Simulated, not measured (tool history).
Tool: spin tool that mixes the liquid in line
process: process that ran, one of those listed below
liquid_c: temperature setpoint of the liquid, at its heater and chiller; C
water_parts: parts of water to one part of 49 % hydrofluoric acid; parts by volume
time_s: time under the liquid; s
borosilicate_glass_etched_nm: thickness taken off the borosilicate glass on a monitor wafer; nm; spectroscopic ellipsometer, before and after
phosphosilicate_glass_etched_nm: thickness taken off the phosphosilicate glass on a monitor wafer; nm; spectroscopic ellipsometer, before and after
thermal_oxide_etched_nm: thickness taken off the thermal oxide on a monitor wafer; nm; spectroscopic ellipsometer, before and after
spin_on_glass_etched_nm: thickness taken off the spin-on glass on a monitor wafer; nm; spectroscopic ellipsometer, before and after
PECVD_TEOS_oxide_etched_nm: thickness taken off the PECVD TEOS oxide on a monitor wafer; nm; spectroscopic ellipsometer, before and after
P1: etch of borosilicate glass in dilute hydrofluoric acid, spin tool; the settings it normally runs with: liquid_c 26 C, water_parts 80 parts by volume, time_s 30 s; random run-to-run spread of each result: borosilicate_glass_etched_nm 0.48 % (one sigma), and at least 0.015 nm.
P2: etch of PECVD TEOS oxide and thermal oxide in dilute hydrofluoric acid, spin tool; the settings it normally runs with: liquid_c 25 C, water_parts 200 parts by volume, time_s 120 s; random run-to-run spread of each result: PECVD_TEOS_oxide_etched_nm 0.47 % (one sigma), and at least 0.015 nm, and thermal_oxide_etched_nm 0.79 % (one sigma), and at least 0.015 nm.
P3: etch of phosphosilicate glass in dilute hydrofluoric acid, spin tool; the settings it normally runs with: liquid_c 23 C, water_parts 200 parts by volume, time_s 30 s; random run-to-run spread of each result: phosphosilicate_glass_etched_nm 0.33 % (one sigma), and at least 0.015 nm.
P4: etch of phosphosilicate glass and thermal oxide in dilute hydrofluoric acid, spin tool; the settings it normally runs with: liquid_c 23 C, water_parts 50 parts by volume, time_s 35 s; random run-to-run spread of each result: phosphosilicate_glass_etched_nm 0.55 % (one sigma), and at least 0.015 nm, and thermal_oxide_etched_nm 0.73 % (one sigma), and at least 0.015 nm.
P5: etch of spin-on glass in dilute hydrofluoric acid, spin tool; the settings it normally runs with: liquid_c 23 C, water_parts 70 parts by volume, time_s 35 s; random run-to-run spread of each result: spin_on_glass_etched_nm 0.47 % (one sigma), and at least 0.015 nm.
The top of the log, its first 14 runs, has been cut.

run,hour,process,liquid_c,water_parts,time_s,hours since the thermometer was replaced,hours since the hydrofluoric acid flow meter was replaced,borosilicate_glass_etched_nm,phosphosilicate_glass_etched_nm,thermal_oxide_etched_nm,spin_on_glass_etched_nm,PECVD_TEOS_oxide_etched_nm
15,125.1,P2,25,370,120,797.6,1387.8,,,1.164,,3.7291
16,132.3,P3,23,200,30,804.8,1395,,22.027,,,
17,140.4,P5,23,30,35,812.9,1403.1,,,,38.979,
18,147.2,P1,33.5,80,50,819.7,1409.9,19.282,,,,
# hour 152.2: hydrofluoric acid flow meter replaced
19,154.5,P4,23,50,35,827,2.3,,42.727,3.3154,,
20,161.6,P1,26,145,30,834.1,9.4,4.4376,,,,
21,169,P3,23,200,30,841.5,16.8,,21.973,,,
22,177.1,P1,26,80,45,849.6,24.9,13.199,,,,

Run 23, settings as shown, results not yet in. Your forecast:
23,184.6,P5,23,70,70,857.1,32.4,,,,?,

{"run 23": {"spin_on_glass_etched_nm": 31.858}}

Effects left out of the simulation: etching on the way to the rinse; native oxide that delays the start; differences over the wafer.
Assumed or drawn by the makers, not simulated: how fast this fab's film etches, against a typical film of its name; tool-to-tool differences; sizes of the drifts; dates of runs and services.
